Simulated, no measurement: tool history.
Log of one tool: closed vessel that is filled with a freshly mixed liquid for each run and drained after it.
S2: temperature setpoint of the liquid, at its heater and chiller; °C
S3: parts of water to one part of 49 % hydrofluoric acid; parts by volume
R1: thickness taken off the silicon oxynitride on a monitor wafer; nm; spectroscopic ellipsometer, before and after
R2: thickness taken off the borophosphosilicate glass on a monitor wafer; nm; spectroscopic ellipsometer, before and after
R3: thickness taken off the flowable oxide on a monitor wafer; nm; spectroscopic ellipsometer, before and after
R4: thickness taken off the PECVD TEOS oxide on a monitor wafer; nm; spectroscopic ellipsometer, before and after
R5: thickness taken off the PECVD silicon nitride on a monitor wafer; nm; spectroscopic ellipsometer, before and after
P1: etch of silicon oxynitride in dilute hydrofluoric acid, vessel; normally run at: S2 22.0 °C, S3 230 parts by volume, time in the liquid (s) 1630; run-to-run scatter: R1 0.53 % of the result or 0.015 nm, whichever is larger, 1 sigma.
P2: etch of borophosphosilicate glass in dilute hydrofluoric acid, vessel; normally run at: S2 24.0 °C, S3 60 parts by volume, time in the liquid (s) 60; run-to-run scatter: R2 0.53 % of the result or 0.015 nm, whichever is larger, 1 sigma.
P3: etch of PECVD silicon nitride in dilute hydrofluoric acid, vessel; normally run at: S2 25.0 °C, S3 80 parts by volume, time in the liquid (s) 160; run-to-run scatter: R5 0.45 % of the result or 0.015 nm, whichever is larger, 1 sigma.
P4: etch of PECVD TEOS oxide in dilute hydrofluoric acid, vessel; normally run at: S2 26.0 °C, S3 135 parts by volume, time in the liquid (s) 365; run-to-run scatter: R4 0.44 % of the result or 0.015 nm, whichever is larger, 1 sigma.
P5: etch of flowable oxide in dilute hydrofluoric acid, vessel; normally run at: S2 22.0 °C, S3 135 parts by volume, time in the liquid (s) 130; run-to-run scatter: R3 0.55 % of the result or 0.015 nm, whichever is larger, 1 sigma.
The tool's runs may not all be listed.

Run 1, hour 17.7: process that ran P1, S2 22.0 °C, S3 230 parts by volume, time in the liquid (s) 1630. Result: R1 19.9580 nm.
Run 2, hour 33.9: process that ran P2, S2 24.0 °C, S3 60 parts by volume, time in the liquid (s) 95. Result: R2 98.502 nm.
Run 3, hour 53.0: process that ran P5, S2 22.0 °C, S3 30 parts by volume, time in the liquid (s) 130. Result: R3 118.090 nm.
Run 4, hour 65.3: process that ran P4, S2 31.0 °C, S3 135 parts by volume, time in the liquid (s) 365. Result: R4 47.456 nm.
Run 5, hour 77.1: process that ran P5, S2 22.0 °C, S3 135 parts by volume, time in the liquid (s) 225. Result: R3 40.358 nm.
Run 6, hour 92.3: process that ran P4, S2 26.0 °C, S3 45 parts by volume, time in the liquid (s) 365. Result: R4 133.400 nm.
Run 7, hour 110.2: process that ran P1, S2 22.0 °C, S3 230 parts by volume, time in the liquid (s) 1630. Result: R1 20.0010 nm.
Run 8, hour 125.1: process that ran P3, S2 17.5 °C, S3 80 parts by volume, time in the liquid (s) 160. Result: R5 7.3914 nm.
Run 9, hour 139.4: process that ran P3, S2 25.0 °C, S3 80 parts by volume, time in the liquid (s) 160. Result: R5 12.5220 nm.
Run 10, hour 155.9: process that ran P1, S2 22.0 °C, S3 230 parts by volume, time in the liquid (s) 1630. Result: R1 19.9820 nm.
Run 11, hour 173.9: process that ran P1, S2 22.0 °C, S3 135 parts by volume, time in the liquid (s) 1630. Result: R1 36.4870 nm.
Run 12, hour 183.6: process that ran P1, S2 17.0 °C, S3 120 parts by volume, time in the liquid (s) 1630. Result: R1 32.4010 nm.
Run 13, hour 202.5: process that ran P1, S2 22.0 °C, S3 230 parts by volume, time in the liquid (s) 700. Result: R1 8.5923 nm.
Run 14, hour 217.7: process that ran P2, S2 18.5 °C, S3 60 parts by volume, time in the liquid (s) 60. Result: R2 49.895 nm.
Run 15, hour 235.2: process that ran P4, S2 26.0 °C, S3 135 parts by volume, time in the liquid (s) 365. Result: R4 39.217 nm.
Run 16, hour 244.7: process that ran P1, S2 22.0 °C, S3 230 parts by volume, time in the liquid (s) 1630. Result: R1 20.0060 nm.
Run 17, hour 261.2: process that ran P3, S2 25.0 °C, S3 130 parts by volume, time in the liquid (s) 160. Result: R5 7.7109 nm.
Run 18, hour 273.4: process that ran P1, S2 17.0 °C, S3 230 parts by volume, time in the liquid (s) 2440. Result: R1 23.8290 nm.
At hour 278.5: thermometer replaced.
Run 19, hour 292.1: process that ran P4, S2 26.0 °C, S3 135 parts by volume, time in the liquid (s) 150. Result: R4 16.225 nm.
Run 20, hour 304.0: process that ran P5, S2 22.0 °C, S3 135 parts by volume, time in the liquid (s) 130. Result: R3 23.239 nm.
Run 21, hour 313.8: process that ran P2, S2 24.0 °C, S3 60 parts by volume, time in the liquid (s) 60. Result: R2 61.755 nm.
Run 22, hour 330.3: process that ran P5, S2 22.0 °C, S3 135 parts by volume, time in the liquid (s) 130. Result: R3 23.419 nm.
Run 23, hour 349.5: process that ran P2, S2 24.0 °C, S3 60 parts by volume, time in the liquid (s) 60. Result: R2 61.978 nm.
Run 24, hour 360.1: process that ran P5, S2 17.0 °C, S3 135 parts by volume, time in the liquid (s) 130. Result: R3 18.910 nm.
Run 25, hour 373.2: process that ran P1, S2 27.5 °C, S3 230 parts by volume, time in the liquid (s) 1630. Result: R1 25.5730 nm.
Run 26, hour 385.2: process that ran P1, S2 22.0 °C, S3 230 parts by volume, time in the liquid (s) 1630. Result: R1 19.9820 nm.
Run 27, hour 395.0: process that ran P1, S2 22.0 °C, S3 415 parts by volume, time in the liquid (s) 1630. Result: R1 9.7780 nm.
Run 28, hour 410.2: process that ran P3, S2 25.0 °C, S3 80 parts by volume, time in the liquid (s) 245. Result: R5 18.9750 nm.
Run 29, hour 427.1: process that ran P1, S2 22.0 °C, S3 230 parts by volume, time in the liquid (s) 2825. Result: R1 34.5980 nm.
Run 30, hour 445.0: process that ran P1, S2 17.0 °C, S3 230 parts by volume, time in the liquid (s) 1630. Result: R1 15.8650 nm.
Run 31, hour 460.1: process that ran P3, S2 25.0 °C, S3 80 parts by volume, time in the liquid (s) 160. Result: R5 12.4150 nm.
Run 32, hour 469.0: process that ran P2, S2 24.0 °C, S3 95 parts by volume, time in the liquid (s) 60. Result: R2 37.739 nm.
Run 33, hour 481.6: process that ran P1, S2 26.0 °C, S3 375 parts by volume, time in the liquid (s) 1630. Result: R1 13.1090 nm.
Run 34, hour 491.4: process that ran P1, S2 22.0 °C, S3 230 parts by volume, time in the liquid (s) 1630. Result: R1 19.7960 nm.
Run 35, hour 510.1: process that ran P1, S2 22.0 °C, S3 230 parts by volume, time in the liquid (s) 1630. Result: R1 19.0170 nm.
Run 36, hour 526.2: process that ran P1, S2 22.0 °C, S3 230 parts by volume, time in the liquid (s) 1630. Result: R1 18.7580 nm.
Run 37, hour 541.3: process that ran P1, S2 22.0 °C, S3 230 parts by volume, time in the liquid (s) 1630. Result: R1 18.5250 nm.
Run 38, hour 552.9: process that ran P1, S2 22.0 °C, S3 230 parts by volume, time in the liquid (s) 1630. Result: R1 18.2480 nm.
Run 39, hour 567.1: process that ran P1, S2 22.0 °C, S3 230 parts by volume, time in the liquid (s) 1630. Result: R1 18.2060 nm.
Run 40, hour 586.0: process that ran P1, S2 22.0 °C, S3 230 parts by volume, time in the liquid (s) 1630. Result: R1 18.5020 nm.

What P1 gives has crept away from where it was. These 2 causes fit the log equally well, each at the size given:
A: hydrofluoric acid flow below the setpoint (%) = 6.83
B: liquid colder than its thermometer reads (K) = 1.82
The creep began at about hour 491.4.

4 check runs are offered, one wafer each, their results left as question marks. Which one tells the causes apart?
Run check 1, hour 604.9: process that ran P3, S2 25.0 °C, S3 125 parts by volume, time in the liquid (s) 215. Result: R5 ?.
Run check 2, hour 604.9: process that ran P4, S2 26.0 °C, S3 85 parts by volume, time in the liquid (s) 365. Result: R4 ?.
Run check 3, hour 604.9: process that ran P5, S2 19.0 °C, S3 135 parts by volume, time in the liquid (s) 130. Result: R3 ?.
Run check 4, hour 604.9: process that ran P2, S2 24.0 °C, S3 80 parts by volume, time in the liquid (s) 85. Result: R2 ?.

What each check would give under each cause:
  check  result     if A    if B
check 1      R5  10.0150  9.5416
check 2      R4   61.574  61.988
check 3      R3   18.992  19.116
check 4      R2   59.465  59.723
How far apart the two closest causes lie, in the result that separates them most: check 1 4.84 %; check 2 0.67 %; check 3 0.65 %; check 4 0.43 %
Check 1 tells the causes apart: in the others they would give nearly the same result.

Then check 1 was run and gave: R5 10.0460 nm. Which cause is it?

It is A: hydrofluoric acid flow below the setpoint (%).

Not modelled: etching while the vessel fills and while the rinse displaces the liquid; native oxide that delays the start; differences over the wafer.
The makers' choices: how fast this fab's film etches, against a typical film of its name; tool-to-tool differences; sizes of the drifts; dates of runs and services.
